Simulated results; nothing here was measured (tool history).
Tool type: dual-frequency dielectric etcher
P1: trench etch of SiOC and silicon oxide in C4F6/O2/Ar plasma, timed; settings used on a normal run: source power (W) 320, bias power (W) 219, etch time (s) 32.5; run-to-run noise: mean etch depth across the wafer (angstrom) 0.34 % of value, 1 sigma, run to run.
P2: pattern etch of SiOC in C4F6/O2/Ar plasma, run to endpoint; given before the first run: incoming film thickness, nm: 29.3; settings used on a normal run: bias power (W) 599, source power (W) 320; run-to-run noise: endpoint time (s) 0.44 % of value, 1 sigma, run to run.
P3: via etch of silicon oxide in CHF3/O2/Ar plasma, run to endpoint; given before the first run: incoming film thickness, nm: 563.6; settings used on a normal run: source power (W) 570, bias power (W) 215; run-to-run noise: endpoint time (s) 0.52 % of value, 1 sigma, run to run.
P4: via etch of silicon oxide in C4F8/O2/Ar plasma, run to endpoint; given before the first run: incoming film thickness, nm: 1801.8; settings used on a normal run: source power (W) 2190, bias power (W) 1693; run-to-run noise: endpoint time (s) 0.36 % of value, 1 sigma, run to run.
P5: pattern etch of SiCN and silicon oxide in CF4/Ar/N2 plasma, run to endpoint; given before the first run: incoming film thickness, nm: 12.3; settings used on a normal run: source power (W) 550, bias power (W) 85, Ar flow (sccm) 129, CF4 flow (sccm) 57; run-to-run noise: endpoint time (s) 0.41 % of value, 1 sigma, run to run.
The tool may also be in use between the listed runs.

run	day	process that ran	source power (W)	bias power (W)	etch time (s)	Ar flow (sccm)	CF4 flow (sccm)	hours since the last wet clean	hours since the last source power generator calibration	hours since the last bias power generator calibration	mean etch depth across the wafer (angstrom)	endpoint time (s)
1	0.183	P1	320	219	32.5			240	594.9	998.6	600.38	
2	0.3	P2	320	599				242.8	597.7	1001.4		9.971
3	0.392	P5	550	85		129	68	245	599.9	1003.6		11.226
4	0.508	P1	320	219	48.5			247.8	602.7	1006.4	904.57	
5	0.654	P3	770	215				251.3	606.2	1009.9		242.85
6	0.838	P4	2190	1693				255.7	610.6	1014.3		361.02
7	0.933	P1	320	278	32.5			258	612.9	1016.6	654.71	
8	1.067	P1	190	219	32.5			261.2	616.1	1019.8	493.68	
9	1.242	P1	320	272	43			265.4	620.3	1024	858.61	
10	1.333	P1	320	219	32.5			267.6	622.5	1026.2	603.68	
11	1.488	P5	550	85		85	57	271.3	626.2	1029.9		10.88
12	1.575	P5	370	85		129	57	273.4	628.3	1032		16.262
13	1.75	P1	320	219	32.5			277.6	632.5	1036.2	600.39	
14	1.879	P2	210	599				280.7	635.6	1039.3		11.703
15	2.025	P4	2190	2215				284.2	639.1	1042.8		333.8
16	2.188	P3	570	215				288.1	643	1046.7		272.9
17	2.312	P3	570	126				291.1	646	1049.7		325.83
18	2.438	P1	320	219	32.5			294.1	649	1052.7	601.91	
19	2.621	P5	550	119		129	57	298.5	653.4	1057.1		10.135
20	2.742	P1	420	219	32.5			301.4	656.3	1060	669.47	
21	2.85	P2	320	727				304	658.9	1062.6		9.2599
22	3.033	P5	550	85		129	57	308.4	663.3	1067		11.418
23	3.129	P2	320	599				310.7	665.6	1069.3		9.9596
24	3.229	P4	2920	1693				313.1	668	1071.7		322.53
25	3.367	P4	2190	1693				316.4	671.3	1075		361.4
26	3.471	P1	320	158	32.5			318.9	673.8	1077.5	543.17	
# day 3.492: wet clean of the chamber
27	3.554	P1	320	219	32.5			1.5	675.8	1079.5	604.37	
28	3.688	P1	320	219	32.5			4.7	679	1082.7	602.98	
29	3.775	P1	320	219	18			6.8	681.1	1084.8	334.47	
30	3.854	P1	420	219	45			8.7	683	1086.7	923.82	
31	4.033	P1	320	219	32.5			13	687.3	1091	604.78	
32	4.179	P1	320	219	32.5			16.5	690.8	1094.5	597.63	
33	4.362	P1	320	219	32.5			20.9	695.2	1098.9	596.62	
34	4.546	P1	320	219	32.5			25.3	699.6	1103.3	595.35	
35	4.712	P1	320	219	32.5			29.3	703.6	1107.3	590.2	
# day 4.821: wet clean of the chamber
36	4.858	P1	320	219	32.5			0.9	707.1	1110.8	594.13	
37	4.958	P1	320	219	32.5			3.3	709.5	1113.2	594.83	
38	5.05	P1	320	219	32.5			5.5	711.7	1115.4	592.22	
39	5.175	P1	320	219	32.5			8.5	714.7	1118.4	595.51	
40	5.267	P1	320	219	32.5			10.7	716.9	1120.6	594.37	

Compared with where it was, what P1 gives has crept away. Each cause listed below fits the log as well as the rest, at the size given for it:
A: bias power that arrives under what is set, % = 4.93
B: source power that arrives under what is set, % = 4.3
At approximately day 4.033, the process output began to creep.
All other causes, with the reason each is excluded:
chamber walls in a state that lowers the etch rate, %: serviced at day 4.821, after the change had begun; the process did not return to its earlier output

Consider the 4 check runs below, whose results appear as question marks and each of which averages 2 wafers. Which one distinguishes the causes, in that each cause would give it a clearly different result?
check 1	5.358	P4	2850	1947								?
check 2	5.358	P3	570	137								?
check 3	5.358	P5	390	85		85	57					?
check 4	5.358	P2	230	599								?

Check results expected under each cause:
check	result	if A	if B
check 1	endpoint time (s)	315.61	316.82
check 2	endpoint time (s)	321.37	321.71
check 3	endpoint time (s)	14.896	15.207
check 4	endpoint time (s)	11.5	11.456
Separation of the two closest causes in each check, using whichever result separates them best: check 1 0.38 %; check 2 0.11 %; check 3 2.07 %; check 4 0.38 %
Check 3 is the one run that separates the causes; every other check would come out nearly the same whichever cause is at work.

Check 3 was carried out, with these results: endpoint time (s) 14.92. Which of the listed causes is responsible?

A is the cause: bias power that arrives under what is set, %.

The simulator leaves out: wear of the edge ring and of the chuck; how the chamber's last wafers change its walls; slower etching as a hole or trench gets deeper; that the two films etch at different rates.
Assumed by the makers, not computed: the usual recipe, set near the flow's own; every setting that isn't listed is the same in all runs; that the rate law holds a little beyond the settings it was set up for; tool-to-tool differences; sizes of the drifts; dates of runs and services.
